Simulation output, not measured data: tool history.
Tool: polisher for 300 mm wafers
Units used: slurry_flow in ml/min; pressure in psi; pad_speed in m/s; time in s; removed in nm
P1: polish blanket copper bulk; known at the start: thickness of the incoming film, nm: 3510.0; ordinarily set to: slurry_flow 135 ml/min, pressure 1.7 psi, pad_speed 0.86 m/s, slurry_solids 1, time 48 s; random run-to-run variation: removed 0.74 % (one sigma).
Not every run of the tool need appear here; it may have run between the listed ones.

| run | day | slurry_flow | pressure | pad_speed | slurry_solids | time | wafers polished on this pad | hours since the slurry nozzle was cleaned | hours since the head pressure was calibrated | hours since the slurry blender was calibrated | removed |
|---|---|---|---|---|---|---|---|---|---|---|---|
| 1 | 0.675 | 135 | 1.7 | 0.86 | 1 | 48 | 253 | 377.1 | 283.2 | 124.4 | 218.89 |
| 2 | 1.304 | 210 | 1.7 | 0.86 | 1 | 48 | 358 | 392.2 | 298.3 | 139.5 | 237.68 |
| 3 | 1.975 | 135 | 1.7 | 0.86 | 1.35 | 48 | 469 | 408.3 | 314.4 | 155.6 | 234.67 |
| 4 | 2.408 | 135 | 1.7 | 0.62 | 1 | 48 | 540 | 418.7 | 324.8 | 166 | 160.26 |
| 5 | 3.008 | 135 | 1.7 | 0.86 | 1 | 48 | 640 | 433.1 | 339.2 | 180.4 | 220.04 |
| 6 | 3.371 | 170 | 1.3 | 0.86 | 1 | 48 | 700 | 441.8 | 347.9 | 189.1 | 176.42 |
| 7 | 3.85 | 135 | 1.7 | 0.86 | 1 | 75 | 779 | 453.3 | 359.4 | 200.6 | 346.51 |
| 8 | 4.55 | 135 | 2.1 | 1.3 | 1 | 48 | 895 | 470.1 | 376.2 | 217.4 | 409.65 |
| 9 | 5.179 | 135 | 1.7 | 0.86 | 1 | 48 | 999 | 485.2 | 391.3 | 232.5 | 225.6 |
| 10 | 5.638 | 135 | 2.3 | 0.86 | 1 | 48 | 1075 | 496.2 | 402.3 | 243.5 | 299.36 |
| 11 | 6.296 | 80 | 1.1 | 0.86 | 1 | 48 | 1184 | 512 | 418.1 | 259.3 | 124.7 |
| 12 | 6.971 | 135 | 1.7 | 0.86 | 1 | 22 | 1296 | 528.2 | 434.3 | 275.5 | 100.47 |
| 13 | 7.317 | 135 | 1.7 | 1.28 | 1 | 48 | 1353 | 536.5 | 442.6 | 283.8 | 328.61 |
| 14 | 7.812 | 90 | 1.7 | 0.86 | 1 | 48 | 1436 | 548.4 | 454.5 | 295.7 | 202.89 |
| 15 | 8.279 | 135 | 1.7 | 0.86 | 1 | 48 | 1513 | 559.6 | 465.7 | 306.9 | 223.79 |
| 16 | 8.867 | 135 | 1.7 | 0.86 | 1 | 48 | 1610 | 573.7 | 479.8 | 321 | 219.72 |
| 17 | 9.546 | 135 | 0.8 | 0.86 | 1 | 48 | 1723 | 590 | 496.1 | 337.3 | 105.15 |
| 18 | 10.071 | 135 | 1.7 | 0.86 | 1 | 48 | 1810 | 602.6 | 508.7 | 349.9 | 221.09 |

For run 19, what comes out?
| 19 | 10.738 | 135 | 1.7 | 0.86 | 0.6 | 48 | 1920 | 618.6 | 524.7 | 365.9 | ? |

Run 19 came out at removed 196.14 nm.
